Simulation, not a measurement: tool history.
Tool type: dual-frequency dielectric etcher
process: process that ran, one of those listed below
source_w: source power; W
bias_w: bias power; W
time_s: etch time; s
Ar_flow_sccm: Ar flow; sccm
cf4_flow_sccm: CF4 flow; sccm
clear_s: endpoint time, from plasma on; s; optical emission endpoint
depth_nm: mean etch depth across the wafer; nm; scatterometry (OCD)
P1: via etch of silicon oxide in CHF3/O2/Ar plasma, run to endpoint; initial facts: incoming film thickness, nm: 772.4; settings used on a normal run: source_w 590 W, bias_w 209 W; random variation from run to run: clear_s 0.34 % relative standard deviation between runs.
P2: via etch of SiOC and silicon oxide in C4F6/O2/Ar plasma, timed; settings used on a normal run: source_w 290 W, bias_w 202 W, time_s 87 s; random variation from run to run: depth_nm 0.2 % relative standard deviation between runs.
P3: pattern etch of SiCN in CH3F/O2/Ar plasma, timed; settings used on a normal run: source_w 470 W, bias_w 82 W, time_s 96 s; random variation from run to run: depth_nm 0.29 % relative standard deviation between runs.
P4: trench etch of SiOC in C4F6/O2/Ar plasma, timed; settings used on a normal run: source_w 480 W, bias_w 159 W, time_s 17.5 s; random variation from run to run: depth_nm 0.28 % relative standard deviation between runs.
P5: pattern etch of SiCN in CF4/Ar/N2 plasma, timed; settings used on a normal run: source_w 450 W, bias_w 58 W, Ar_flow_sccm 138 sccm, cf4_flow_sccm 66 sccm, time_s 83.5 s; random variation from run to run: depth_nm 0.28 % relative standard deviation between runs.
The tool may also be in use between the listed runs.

Run 1, hour 8.1: process P1, source_w 590 W, bias_w 209 W. Result: clear_s 373.08 s.
Run 2, hour 17.1: process P2, source_w 290 W, bias_w 124 W, time_s 87 s. Result: depth_nm 76.889 nm.
Run 3, hour 35.8: process P4, source_w 610 W, bias_w 159 W, time_s 17.5 s. Result: depth_nm 41.659 nm.
Run 4, hour 48.2: process P5, source_w 450 W, bias_w 58 W, time_s 83.5 s, Ar_flow_sccm 138 sccm, cf4_flow_sccm 89 sccm. Result: depth_nm 66.837 nm.
Run 5, hour 63.3: process P1, source_w 590 W, bias_w 209 W. Result: clear_s 373.85 s.
Run 6, hour 75.5: process P5, source_w 450 W, bias_w 58 W, time_s 83.5 s, Ar_flow_sccm 175 sccm, cf4_flow_sccm 66 sccm. Result: depth_nm 61.134 nm.
Run 7, hour 89.2: process P4, source_w 480 W, bias_w 159 W, time_s 17.5 s. Result: depth_nm 37.963 nm.
Run 8, hour 100.7: process P5, source_w 330 W, bias_w 58 W, time_s 83.5 s, Ar_flow_sccm 138 sccm, cf4_flow_sccm 66 sccm. Result: depth_nm 48.407 nm.
Run 9, hour 117: process P1, source_w 590 W, bias_w 209 W. Result: clear_s 373.73 s.
Run 10, hour 133: process P4, source_w 480 W, bias_w 102 W, time_s 17.5 s. Result: depth_nm 33.599 nm.
Run 11, hour 144.8: process P1, source_w 590 W, bias_w 209 W. Result: clear_s 373.41 s.
Run 12, hour 157.4: process P1, source_w 590 W, bias_w 168 W. Result: clear_s 403.42 s.
Run 13, hour 173.2: process P1, source_w 830 W, bias_w 209 W. Result: clear_s 330.01 s.
Run 14, hour 187.2: process P1, source_w 590 W, bias_w 209 W. Result: clear_s 373.79 s.
Run 15, hour 195.5: process P1, source_w 360 W, bias_w 280 W. Result: clear_s 404.13 s.
Run 16, hour 211.1: process P2, source_w 290 W, bias_w 202 W, time_s 127 s. Result: depth_nm 131.55 nm.
Run 17, hour 227.1: process P3, source_w 470 W, bias_w 82 W, time_s 96 s. Result: depth_nm 41.707 nm.
Run 18, hour 237.2: process P1, source_w 590 W, bias_w 285 W. Result: clear_s 333.8 s.
At hour 238.3: wet clean of the chamber.
Run 19, hour 253.7: process P5, source_w 450 W, bias_w 39 W, time_s 83.5 s, Ar_flow_sccm 138 sccm, cf4_flow_sccm 66 sccm. Result: depth_nm 55.396 nm.
Run 20, hour 272.1: process P3, source_w 470 W, bias_w 82 W, time_s 96 s. Result: depth_nm 41.834 nm.
Run 21, hour 290: process P3, source_w 270 W, bias_w 82 W, time_s 96 s. Result: depth_nm 33.981 nm.
Run 22, hour 305.9: process P2, source_w 290 W, bias_w 202 W, time_s 87 s. Result: depth_nm 89.682 nm.
Run 23, hour 314.5: process P1, source_w 590 W, bias_w 209 W. Result: clear_s 372.18 s.
Run 24, hour 333.1: process P1, source_w 590 W, bias_w 209 W. Result: clear_s 373.85 s.
Run 25, hour 341.2: process P4, source_w 480 W, bias_w 159 W, time_s 25 s. Result: depth_nm 54.284 nm.
Run 26, hour 359.6: process P3, source_w 470 W, bias_w 100 W, time_s 96 s. Result: depth_nm 44.81 nm.
Run 27, hour 368.7: process P2, source_w 190 W, bias_w 202 W, time_s 87 s. Result: depth_nm 76.396 nm.
Run 28, hour 378.2: process P3, source_w 470 W, bias_w 82 W, time_s 68 s. Result: depth_nm 29.572 nm.
Run 29, hour 389.6: process P5, source_w 450 W, bias_w 58 W, time_s 54 s, Ar_flow_sccm 138 sccm, cf4_flow_sccm 66 sccm. Result: depth_nm 41.291 nm.
Run 30, hour 401: process P5, source_w 450 W, bias_w 58 W, time_s 83.5 s, Ar_flow_sccm 138 sccm, cf4_flow_sccm 66 sccm. Result: depth_nm 63.546 nm.
Run 31, hour 415: process P1, source_w 440 W, bias_w 209 W. Result: clear_s 416.98 s.
Run 32, hour 427.7: process P1, source_w 590 W, bias_w 209 W. Result: clear_s 372.75 s.
Run 33, hour 444: process P1, source_w 590 W, bias_w 209 W. Result: clear_s 378.47 s.
Run 34, hour 457: process P1, source_w 590 W, bias_w 209 W. Result: clear_s 378.17 s.
At hour 468.8: wet clean of the chamber.
Run 35, hour 470.1: process P1, source_w 590 W, bias_w 209 W. Result: clear_s 381.43 s.
Run 36, hour 480.5: process P1, source_w 590 W, bias_w 209 W. Result: clear_s 380.94 s.
Run 37, hour 499.2: process P1, source_w 590 W, bias_w 209 W. Result: clear_s 381.32 s.
Run 38, hour 511.3: process P1, source_w 590 W, bias_w 209 W. Result: clear_s 380.41 s.
Run 39, hour 529.9: process P1, source_w 590 W, bias_w 209 W. Result: clear_s 377.99 s.

P1 has crept away from where it was. The log is fitted equally well by each of these 2 causes, at the sizes shown:
A: bias power that arrives under what is set, % = 4.76
B: source power that arrives under what is set, % = 4.34
The gradual shift began around hour 427.7.
All other causes, with the reason each is excluded:
chamber walls in a state that lowers the etch rate, %: serviced at hour 468.8, after the drift had started, without restoring the earlier output

Listed below are the offered check runs, one wafer per run, with question marks in place of results. For which of them would the causes give clearly different outcomes?
Run check 1, hour 548.5: process P3, source_w 470 W, bias_w 82 W, time_s 79 s. Result: depth_nm ?.
Run check 2, hour 548.5: process P2, source_w 290 W, bias_w 130 W, time_s 87 s. Result: depth_nm ?.
Run check 3, hour 548.5: process P5, source_w 450 W, bias_w 58 W, time_s 54.5 s, Ar_flow_sccm 138 sccm, cf4_flow_sccm 66 sccm. Result: depth_nm ?.
Run check 4, hour 548.5: process P4, source_w 480 W, bias_w 104 W, time_s 24.5 s. Result: depth_nm ?.

If the cause were each of the candidates in turn, the checks would give the following:
  check    result    if A    if B
check 1  depth_nm  33.764  33.791
check 2  depth_nm  76.706  76.514
check 3  depth_nm  40.778  39.901
check 4  depth_nm  46.509  46.287
Minimum pairwise separation of causes per check, each pair taken at its best-separating result: check 1 0.08 %; check 2 0.25 %; check 3 2.17 %; check 4 0.48 %
Check 3 tells the causes apart: in the others they would give nearly the same result.

Then check 3 was run and gave: depth_nm 39.939 nm. Which cause is it?

The correct cause is B, namely: source power that arrives under what is set, %.
